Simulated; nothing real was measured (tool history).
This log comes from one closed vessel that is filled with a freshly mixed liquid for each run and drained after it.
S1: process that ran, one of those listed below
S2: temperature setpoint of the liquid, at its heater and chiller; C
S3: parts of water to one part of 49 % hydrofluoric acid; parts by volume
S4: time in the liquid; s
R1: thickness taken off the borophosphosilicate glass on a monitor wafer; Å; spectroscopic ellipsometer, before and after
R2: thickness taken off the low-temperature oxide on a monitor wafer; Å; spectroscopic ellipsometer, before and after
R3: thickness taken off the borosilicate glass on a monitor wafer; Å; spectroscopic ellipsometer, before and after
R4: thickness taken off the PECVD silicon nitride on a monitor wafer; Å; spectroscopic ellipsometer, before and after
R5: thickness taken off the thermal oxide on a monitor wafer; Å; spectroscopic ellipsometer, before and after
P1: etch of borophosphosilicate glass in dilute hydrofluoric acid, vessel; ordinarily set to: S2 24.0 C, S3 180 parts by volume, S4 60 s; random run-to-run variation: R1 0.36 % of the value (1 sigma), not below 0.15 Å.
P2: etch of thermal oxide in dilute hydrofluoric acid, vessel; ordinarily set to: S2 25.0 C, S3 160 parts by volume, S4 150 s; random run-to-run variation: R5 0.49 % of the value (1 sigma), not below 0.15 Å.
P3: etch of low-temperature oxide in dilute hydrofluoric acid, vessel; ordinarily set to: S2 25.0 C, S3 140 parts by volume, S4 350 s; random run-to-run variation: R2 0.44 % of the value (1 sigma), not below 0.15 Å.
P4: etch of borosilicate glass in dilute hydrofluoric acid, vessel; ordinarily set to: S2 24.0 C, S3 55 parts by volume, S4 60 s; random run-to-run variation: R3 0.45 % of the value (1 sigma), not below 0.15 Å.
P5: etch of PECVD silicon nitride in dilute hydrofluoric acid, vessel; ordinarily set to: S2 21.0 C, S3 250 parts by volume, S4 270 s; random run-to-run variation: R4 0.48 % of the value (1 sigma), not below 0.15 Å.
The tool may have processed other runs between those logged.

run	hour	S1	S2	S3	S4	R1	R2	R3	R4	R5
1	7.6	P1	24.0	180	60	238.68				
2	20.7	P3	25.0	235	350		136.24			
3	29.1	P3	25.0	140	350		255.37			
4	43.2	P1	24.0	180	30	120.04				
5	52.4	P4	24.0	30	60			868.74		
6	58.7	P5	21.0	250	270				50.044	
7	71.2	P5	21.0	250	500				93.147	
8	81.5	P1	20.0	180	95	325.06				
9	90.4	P1	24.0	240	100	282.61				
10	98.5	P2	25.0	295	150					19.784
11	108.2	P3	25.0	140	350		254.77			
12	120.8	P1	24.0	180	85	340.99				
13	133.1	P4	32.0	55	60			626.97		
14	145.9	P1	24.0	180	60	240.49				
15	156.8	P2	25.0	160	150					42.339
16	168.5	P1	31.0	180	60	309.03				
17	180.3	P1	17.0	180	60	183.09				
18	188.2	P5	21.0	100	270				123.840	
19	196.5	P2	25.0	160	240					68.039
20	205.5	P1	24.0	65	60	761.80				
21	217.2	P2	25.0	160	150					42.306
22	226.1	P3	25.0	140	640		471.16			
23	236.1	P1	24.0	180	60	239.61				
24	243.1	P1	24.0	270	60	146.04				
25	253.7	P4	24.0	55	60			461.77		
26	266.5	P2	33.0	160	150					56.959
27	275.0	P3	17.0	140	350		185.09			
28	281.3	P5	21.0	250	270				50.244	
29	295.1	P5	27.5	250	270				76.209	
30	302.4	P4	24.0	55	30			232.16		
31	312.3	P1	24.0	180	60	240.14				
32	325.5	P1	24.0	180	60	239.52				
33	338.3	P1	24.0	180	60	240.11				
34	347.3	P1	24.0	180	60	244.88				
35	359.6	P1	24.0	180	60	249.77				
36	366.7	P1	24.0	180	60	252.80				
37	381.0	P1	24.0	180	60	255.63				
38	392.1	P1	24.0	180	60	256.97				
39	403.9	P1	24.0	180	60	256.19				
40	414.7	P1	24.0	180	60	256.90				
41	421.4	P1	24.0	180	60	257.94				

The output of P1 has drifted from where it used to be. Each of the 2 causes below, taken at the size shown beside it, accounts for the log equally well:
A: hydrofluoric acid flow above the setpoint (%) = 6.22
B: liquid hotter than its thermometer reads (K) = 1.95
The drift started at roughly hour 338.3.

Of the 4 check runs listed below, each run on one wafer and each result written as a question mark, which would let you distinguish the listed causes because they would give clearly different results?
check 1	428.1	P5	21.0	250	485				?	
check 2	428.1	P2	25.0	285	235					?
check 3	428.1	P3	17.5	140	630		?			
check 4	428.1	P4	31.5	55	30			?		

Predicted outcomes, by check and by cause:
check	result	if A	if B
check 1	R4	96.217	102.650
check 2	R5	35.106	34.735
check 3	R2	367.28	371.23
check 4	R3	331.39	334.45
Distance between the nearest two causes, measured in the result of the check that separates them most: check 1 6.47 %; check 2 1.06 %; check 3 1.07 %; check 4 0.92 %
Only in check 1 would the causes give clearly different results; in the remaining checks their results would be nearly the same.

With check 1 done, the readings were: R4 96.635 Å. Identify which of the listed causes applies.

It was cause A: hydrofluoric acid flow above the setpoint (%).
